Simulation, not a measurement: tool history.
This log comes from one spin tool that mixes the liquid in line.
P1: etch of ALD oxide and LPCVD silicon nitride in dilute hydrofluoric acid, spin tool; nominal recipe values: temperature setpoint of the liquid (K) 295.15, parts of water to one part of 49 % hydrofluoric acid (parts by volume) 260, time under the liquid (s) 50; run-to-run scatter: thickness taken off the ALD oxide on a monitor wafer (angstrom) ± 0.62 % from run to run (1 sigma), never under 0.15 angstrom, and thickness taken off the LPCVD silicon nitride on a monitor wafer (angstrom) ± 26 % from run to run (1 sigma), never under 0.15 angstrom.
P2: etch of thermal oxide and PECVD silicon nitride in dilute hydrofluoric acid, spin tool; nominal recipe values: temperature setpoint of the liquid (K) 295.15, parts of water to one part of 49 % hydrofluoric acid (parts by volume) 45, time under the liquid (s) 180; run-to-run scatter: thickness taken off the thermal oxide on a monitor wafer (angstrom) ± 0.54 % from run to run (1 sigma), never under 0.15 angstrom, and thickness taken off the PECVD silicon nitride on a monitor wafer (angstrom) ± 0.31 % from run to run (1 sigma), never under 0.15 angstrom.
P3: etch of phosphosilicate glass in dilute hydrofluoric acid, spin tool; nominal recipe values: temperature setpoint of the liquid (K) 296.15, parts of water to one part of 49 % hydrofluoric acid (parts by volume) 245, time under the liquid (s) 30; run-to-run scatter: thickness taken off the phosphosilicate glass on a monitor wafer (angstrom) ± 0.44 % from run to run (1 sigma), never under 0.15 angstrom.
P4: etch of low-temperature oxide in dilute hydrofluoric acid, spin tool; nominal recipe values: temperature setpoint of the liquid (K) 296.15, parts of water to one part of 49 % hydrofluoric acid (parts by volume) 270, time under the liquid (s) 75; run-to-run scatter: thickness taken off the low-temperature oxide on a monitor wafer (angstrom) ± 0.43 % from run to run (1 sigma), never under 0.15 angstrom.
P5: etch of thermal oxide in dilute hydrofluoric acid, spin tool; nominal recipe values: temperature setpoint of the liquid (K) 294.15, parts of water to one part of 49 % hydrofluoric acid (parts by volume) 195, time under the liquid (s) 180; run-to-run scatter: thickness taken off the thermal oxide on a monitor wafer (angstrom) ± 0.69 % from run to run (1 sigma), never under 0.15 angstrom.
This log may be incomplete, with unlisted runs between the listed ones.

| run | hour | process that ran | temperature setpoint of the liquid (K) | parts of water to one part of 49 % hydrofluoric acid (parts by volume) | time under the liquid (s) | hours since the thermometer was replaced | hours since the hydrofluoric acid flow meter was replaced | thickness taken off the ALD oxide on a monitor wafer (angstrom) | thickness taken off the LPCVD silicon nitride on a monitor wafer (angstrom) | thickness taken off the phosphosilicate glass on a monitor wafer (angstrom) | thickness taken off the low-temperature oxide on a monitor wafer (angstrom) | thickness taken off the thermal oxide on a monitor wafer (angstrom) | thickness taken off the PECVD silicon nitride on a monitor wafer (angstrom) |
|---|---|---|---|---|---|---|---|---|---|---|---|---|---|
| 1 | 5.2 | P1 | 295.15 | 260 | 50 | 615.2 | 1274.7 | 44.425 | 0.70849 |  |  |  |  |
| 2 | 9.4 | P1 | 295.15 | 360 | 80 | 619.4 | 1278.9 | 47.218 | 0.92204 |  |  |  |  |
| 3 | 12.7 | P1 | 295.15 | 260 | 50 | 622.7 | 1282.2 | 44.93 | 0.48434 |  |  |  |  |
| 4 | 16.3 | P1 | 295.15 | 260 | 50 | 626.3 | 1285.8 | 44.712 | 0.69175 |  |  |  |  |
| 5 | 22.1 | P3 | 296.15 | 440 | 30 | 632.1 | 1291.6 |  |  | 79.292 |  |  |  |
| 6 | 24.8 | P3 | 296.15 | 245 | 15 | 634.8 | 1294.3 |  |  | 84.249 |  |  |  |
| 7 | 29.6 | P4 | 296.15 | 455 | 75 | 639.6 | 1299.1 |  |  |  | 24.748 |  |  |
| 8 | 32.9 | P3 | 302.15 | 245 | 30 | 642.9 | 1302.4 |  |  | 209.31 |  |  |  |
| 9 | 38.7 | P1 | 301.15 | 260 | 50 | 648.7 | 1308.2 | 55.423 | 1.2169 |  |  |  |  |
| 10 | 42.2 | P4 | 296.15 | 270 | 150 | 652.2 | 1311.7 |  |  |  | 98.295 |  |  |
| 11 | 47.2 | P1 | 291.65 | 260 | 50 | 657.2 | 1316.7 | 39.491 | 0.51473 |  |  |  |  |
| 12 | 50.3 | P1 | 295.15 | 260 | 50 | 660.3 | 1319.8 | 45.057 | 1.1869 |  |  |  |  |
| 13 | 55.7 | P1 | 295.15 | 260 | 80 | 665.7 | 1325.2 | 71.503 | 1.0378 |  |  |  |  |
| 14 | 58.3 | P2 | 295.15 | 20 | 180 | 668.3 | 1327.8 |  |  |  |  | 453.09 | 420.18 |
| 15 | 62.5 | P2 | 295.15 | 45 | 285 | 672.5 | 1332 |  |  |  |  | 305.28 | 304.92 |
| 16 | 68.4 | P4 | 296.15 | 270 | 75 | 678.4 | 1337.9 |  |  |  | 48.96 |  |  |
| 17 | 73.1 | P1 | 295.15 | 260 | 50 | 683.1 | 1342.6 | 44.894 | 0.87136 |  |  |  |  |
| 18 | 78.3 | P1 | 295.15 | 260 | 50 | 688.3 | 1347.8 | 45.017 | 0.68436 |  |  |  |  |
| 19 | 82.1 | P1 | 295.15 | 260 | 15 | 692.1 | 1351.6 | 13.854 | 0.29724 |  |  |  |  |
| 20 | 86.2 | P2 | 290.15 | 45 | 180 | 696.2 | 1355.7 |  |  |  |  | 157.14 | 135.85 |
| 21 | 90.7 | P3 | 296.15 | 245 | 30 | 700.7 | 1360.2 |  |  | 168.65 |  |  |  |
| 22 | 93.8 | P1 | 295.15 | 130 | 95 | 703.8 | 1363.3 | 192.52 | 4.1098 |  |  |  |  |
| 23 | 97 | P1 | 295.15 | 415 | 50 | 707 | 1366.5 | 24.811 | 0.30732 |  |  |  |  |
| 24 | 101.5 | P5 | 294.15 | 195 | 345 | 711.5 | 1371 |  |  |  |  | 68.888 |  |
| 25 | 105.9 | P5 | 294.15 | 195 | 180 | 715.9 | 1375.4 |  |  |  |  | 34.737 |  |
| 26 | 109.9 | P2 | 295.15 | 45 | 180 | 719.9 | 1379.4 |  |  |  |  | 194.74 | 192.59 |
| 27 | 114.4 | P5 | 290.15 | 195 | 180 | 724.4 | 1383.9 |  |  |  |  | 30.444 |  |
| 28 | 118.9 | P5 | 294.15 | 40 | 180 | 728.9 | 1388.4 |  |  |  |  | 206.95 |  |
| 29 | 121.5 | P1 | 301.15 | 260 | 80 | 731.5 | 1391 | 88.441 | 1.6664 |  |  |  |  |
| 30 | 126.1 | P4 | 296.15 | 270 | 75 | 736.1 | 1395.6 |  |  |  | 48.869 |  |  |
| 31 | 129.4 | P4 | 290.15 | 270 | 75 | 739.4 | 1398.9 |  |  |  | 39.011 |  |  |
| 32 | 134.7 | P1 | 295.15 | 130 | 50 | 744.7 | 1404.2 | 102.74 | 2.1493 |  |  |  |  |
| 33 | 139.8 | P2 | 295.15 | 45 | 180 | 749.8 | 1409.3 |  |  |  |  | 193.69 | 191.9 |
| 34 | 143.1 | P1 | 295.15 | 260 | 50 | 753.1 | 1412.6 | 44.629 | 0.47485 |  |  |  |  |
| 35 | 146.2 | P1 | 295.15 | 260 | 50 | 756.2 | 1415.7 | 43.902 | 1.0857 |  |  |  |  |
| 36 | 149.9 | P1 | 295.15 | 260 | 50 | 759.9 | 1419.4 | 42.457 | 1.0266 |  |  |  |  |
| 37 | 153 | P1 | 295.15 | 260 | 50 | 763 | 1422.5 | 42.347 | 0.56732 |  |  |  |  |
| 38 | 155.5 | P1 | 295.15 | 260 | 50 | 765.5 | 1425 | 42.388 | 0.7805 |  |  |  |  |
| 39 | 160.7 | P1 | 295.15 | 260 | 50 | 770.7 | 1430.2 | 42.331 | 1.1856 |  |  |  |  |

What does the tool deliver on the next run?
| 40 | 166.6 | P1 | 295.15 | 260 | 50 | 776.6 | 1436.1 | ? | ? |  |  |  |  |

thickness taken off the ALD oxide on a monitor wafer (angstrom): 41.616
thickness taken off the LPCVD silicon nitride on a monitor wafer (angstrom): 0.79693
